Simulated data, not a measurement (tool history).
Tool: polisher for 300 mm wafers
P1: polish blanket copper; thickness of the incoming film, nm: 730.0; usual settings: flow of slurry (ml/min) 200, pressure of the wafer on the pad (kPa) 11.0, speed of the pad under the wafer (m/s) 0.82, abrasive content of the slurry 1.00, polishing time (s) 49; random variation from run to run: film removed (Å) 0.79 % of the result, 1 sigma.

run,hour,flow of slurry (ml/min),pressure of the wafer on the pad (kPa),speed of the pad under the wafer (m/s),abrasive content of the slurry,polishing time (s),wafers polished on this pad,hours since the slurry nozzle was cleaned,hours since the head pressure was calibrated,hours since the slurry blender was calibrated,film removed (Å)
1,9.2,200,11.0,0.82,1.00,49,734,263.7,220.4,168.3,786.82
2,17.6,200,11.0,1.24,1.00,49,867,272.1,228.8,176.7,1224.90
3,27.8,200,11.0,0.82,1.00,29,1028,282.3,239.0,186.9,467.86
4,33.3,200,17.9,0.82,1.00,49,1115,287.8,244.5,192.4,1310.10
5,39.4,200,11.0,0.82,1.00,49,1211,293.9,250.6,198.5,803.76
6,45.6,200,11.0,0.82,1.00,49,1309,300.1,256.8,204.7,799.07
7,51.1,200,11.0,0.36,1.00,49,1396,305.6,262.3,210.2,348.15
8,56.1,200,11.0,0.82,1.50,49,1475,310.6,267.3,215.2,879.81
9,62.9,120,11.0,0.82,0.55,49,1582,317.4,274.1,222.0,656.00
10,73.9,275,11.0,0.82,1.00,49,1756,328.4,285.1,233.0,826.77
11,84.4,200,11.0,0.82,1.00,49,1922,338.9,295.6,243.5,803.50
12,94.1,200,11.0,0.58,1.35,49,2075,348.6,305.3,253.2,592.36
13,103.5,120,11.0,0.82,1.00,49,2224,358.0,314.7,262.6,737.08
14,114.6,200,11.0,0.82,0.70,49,2399,369.1,325.8,273.7,737.89
15,120.4,200,11.0,0.82,1.00,49,2491,374.9,331.6,279.5,798.28
# hour 123.6: worn pad replaced by a new one
16,129.5,200,4.8,0.82,1.00,49,93,384.0,340.7,288.6,354.10
17,140.4,200,11.0,0.82,1.00,49,266,394.9,351.6,299.5,801.55
18,150.7,200,11.0,0.82,1.00,68,428,405.2,361.9,309.8,1110.40
19,160.7,200,11.0,0.82,1.00,49,586,415.2,371.9,319.8,795.14
20,170.4,200,11.0,0.82,1.00,49,740,424.9,381.6,329.5,808.33

The next listed run, before its measurement:
21,179.6,200,11.0,0.82,1.00,49,885,434.1,390.8,338.7,?

film removed (Å): 778.23

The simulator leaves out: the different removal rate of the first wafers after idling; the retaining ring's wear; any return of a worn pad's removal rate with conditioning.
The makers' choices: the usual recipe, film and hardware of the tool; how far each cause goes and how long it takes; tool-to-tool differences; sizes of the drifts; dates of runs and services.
